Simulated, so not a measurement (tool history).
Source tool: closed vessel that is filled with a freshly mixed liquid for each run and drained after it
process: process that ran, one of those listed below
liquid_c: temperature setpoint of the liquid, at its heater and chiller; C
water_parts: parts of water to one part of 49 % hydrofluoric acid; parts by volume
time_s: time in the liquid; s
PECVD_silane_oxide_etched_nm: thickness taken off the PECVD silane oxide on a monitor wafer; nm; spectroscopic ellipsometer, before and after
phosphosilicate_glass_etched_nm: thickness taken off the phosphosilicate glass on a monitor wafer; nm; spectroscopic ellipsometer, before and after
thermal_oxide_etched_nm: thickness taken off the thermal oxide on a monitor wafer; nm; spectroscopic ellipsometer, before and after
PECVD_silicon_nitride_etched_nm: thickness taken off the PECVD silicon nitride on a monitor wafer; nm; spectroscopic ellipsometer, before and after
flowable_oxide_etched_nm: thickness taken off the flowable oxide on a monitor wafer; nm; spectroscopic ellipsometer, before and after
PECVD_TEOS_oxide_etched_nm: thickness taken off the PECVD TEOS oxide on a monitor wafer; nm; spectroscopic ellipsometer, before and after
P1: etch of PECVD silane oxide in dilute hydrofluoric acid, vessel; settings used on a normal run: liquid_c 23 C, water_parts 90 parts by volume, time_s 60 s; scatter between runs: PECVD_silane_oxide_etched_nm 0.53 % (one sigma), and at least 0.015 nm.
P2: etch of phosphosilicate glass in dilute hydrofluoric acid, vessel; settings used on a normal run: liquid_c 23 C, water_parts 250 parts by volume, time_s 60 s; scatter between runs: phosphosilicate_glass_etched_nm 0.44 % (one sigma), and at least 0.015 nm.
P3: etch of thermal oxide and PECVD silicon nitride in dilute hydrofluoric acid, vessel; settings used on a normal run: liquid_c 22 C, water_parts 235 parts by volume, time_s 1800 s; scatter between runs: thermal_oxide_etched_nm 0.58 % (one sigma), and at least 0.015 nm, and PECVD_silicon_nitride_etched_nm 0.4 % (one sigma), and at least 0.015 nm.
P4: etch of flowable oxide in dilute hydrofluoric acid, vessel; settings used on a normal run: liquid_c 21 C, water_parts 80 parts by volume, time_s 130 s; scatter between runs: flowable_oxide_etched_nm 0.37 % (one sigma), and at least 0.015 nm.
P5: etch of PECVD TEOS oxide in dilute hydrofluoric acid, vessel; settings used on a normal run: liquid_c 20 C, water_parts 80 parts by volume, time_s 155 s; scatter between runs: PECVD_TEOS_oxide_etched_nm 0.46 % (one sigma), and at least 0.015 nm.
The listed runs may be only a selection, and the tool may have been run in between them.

run	hour	process	liquid_c	water_parts	time_s	hours since the thermometer was replaced	hours since the hydrofluoric acid flow meter was replaced	PECVD_silane_oxide_etched_nm	phosphosilicate_glass_etched_nm	thermal_oxide_etched_nm	PECVD_silicon_nitride_etched_nm	flowable_oxide_etched_nm	PECVD_TEOS_oxide_etched_nm
1	9.3	P1	23	90	60	1303.2	115.8	27.671					
2	13.9	P2	23	75	60	1307.8	120.4		157.2				
3	23.3	P3	22	235	1800	1317.2	129.8			28.236	14.469		
4	33.8	P4	28	80	130	1327.7	140.3					79.061	
5	40.9	P4	21	80	205	1334.8	147.4					93.85	
6	51	P1	23	90	60	1344.9	157.5	27.382					
7	60.8	P1	23	90	60	1354.7	167.3	27.339					
8	71.1	P2	17	250	60	1365	177.6		30.863				
9	78.7	P1	23	45	30	1372.6	185.2	28.595					
10	86.4	P2	23	250	95	1380.3	192.9		61.612				
11	94.7	P1	23	90	60	1388.6	201.2	27.166					
12	101.8	P3	28.5	235	1800	1395.7	208.3			35.671	21.806		
13	106.5	P1	23	90	95	1400.4	213	43.483					
14	114.3	P1	23	90	60	1408.2	220.8	27.575					
15	119.6	P5	20	80	155	1413.5	226.1						26.088
16	125.8	P1	17.5	90	60	1419.7	232.3	21.782					
17	131	P1	17.5	90	30	1424.9	237.5	10.893					
18	137.8	P5	20	80	30	1431.7	244.3						5.047
# hour 140: hydrofluoric acid flow meter replaced
19	143.8	P1	23	90	60	1437.7	3.9	27.372					
20	149.6	P4	21	135	130	1443.5	9.7					33.284	
21	156.2	P5	20	40	155	1450.1	16.3						54.088
22	160.8	P1	23	125	60	1454.7	20.9	18.844					
23	171.3	P3	22	235	3295	1465.2	31.4			51.656	26.676		
24	176.5	P3	22	235	1800	1470.4	36.6			28.068	14.619		
25	184.9	P2	23	250	60	1478.8	45		38.834				
26	193.5	P1	30	90	60	1487.4	53.6	36.117					
27	201.3	P3	22	100	1800	1495.2	61.4			76.273	33.876		
28	208.6	P1	23	45	60	1502.5	68.7	58.228					
29	218.3	P4	21	80	130	1512.2	78.4					59.726	
30	226.2	P1	18	130	60	1520.1	86.3	14.854					
31	232.2	P1	23	90	30	1526.1	92.3	13.63					
32	236.9	P5	28.5	80	155	1530.8	97						36.585
33	244.8	P1	23	90	60	1538.7	104.9	27.438					
34	250	P1	23	90	60	1543.9	110.1	28.103					
35	257.3	P1	23	90	60	1551.2	117.4	28.416					
36	266.4	P1	23	90	60	1560.3	126.5	28.589					
37	271.4	P1	23	90	60	1565.3	131.5	28.997					
38	279.2	P1	23	90	60	1573.1	139.3	28.809					
39	289.3	P1	23	90	60	1583.2	149.4	29.304					
40	296.5	P1	23	90	60	1590.4	156.6	29.163					
41	307.1	P1	23	90	60	1601	167.2	29.18					
42	316.9	P1	23	90	60	1610.8	177	29.246					

What P1 gives has crept away from where it was. These 2 causes fit the log equally well, each at the size given:
A: liquid hotter than its thermometer reads (K) = 1.65
B: hydrofluoric acid flow above the setpoint (%) = 6.13
Onset of the creep was near hour 244.8.

Consider the 4 single-wafer check runs listed below, results given as question marks: which one distinguishes between the causes by giving clearly different results for each?
check 1	326.7	P4	27.5	130	130							?	
check 2	326.7	P5	25.5	80	30								?
check 3	326.7	P2	17.5	105	60				?				
check 4	326.7	P3	27	235	1800					?	?		

Expected result of each check under each candidate cause:
check	result	if A	if B
check 1	flowable_oxide_etched_nm	47.348	47.719
check 2	PECVD_TEOS_oxide_etched_nm	6.7091	6.7128
check 3	phosphosilicate_glass_etched_nm	92.575	92.318
check 4	thermal_oxide_etched_nm	35.775	36.409
check 4	PECVD_silicon_nitride_etched_nm	22.042	21.19
Gap, in per cent, between the two causes that each check separates least, read from the result that separates them most: check 1 0.78 %; check 2 0.06 %; check 3 0.28 %; check 4 3.94 %
The other checks would show nearly matching results whichever cause is true, so check 4 is the only one that separates the causes.

Check 4 has now been run. It gave: thermal_oxide_etched_nm 36.765 nm; PECVD_silicon_nitride_etched_nm 21.217 nm. Which of the candidate causes is it?

The correct cause is B, namely: hydrofluoric acid flow above the setpoint (%).

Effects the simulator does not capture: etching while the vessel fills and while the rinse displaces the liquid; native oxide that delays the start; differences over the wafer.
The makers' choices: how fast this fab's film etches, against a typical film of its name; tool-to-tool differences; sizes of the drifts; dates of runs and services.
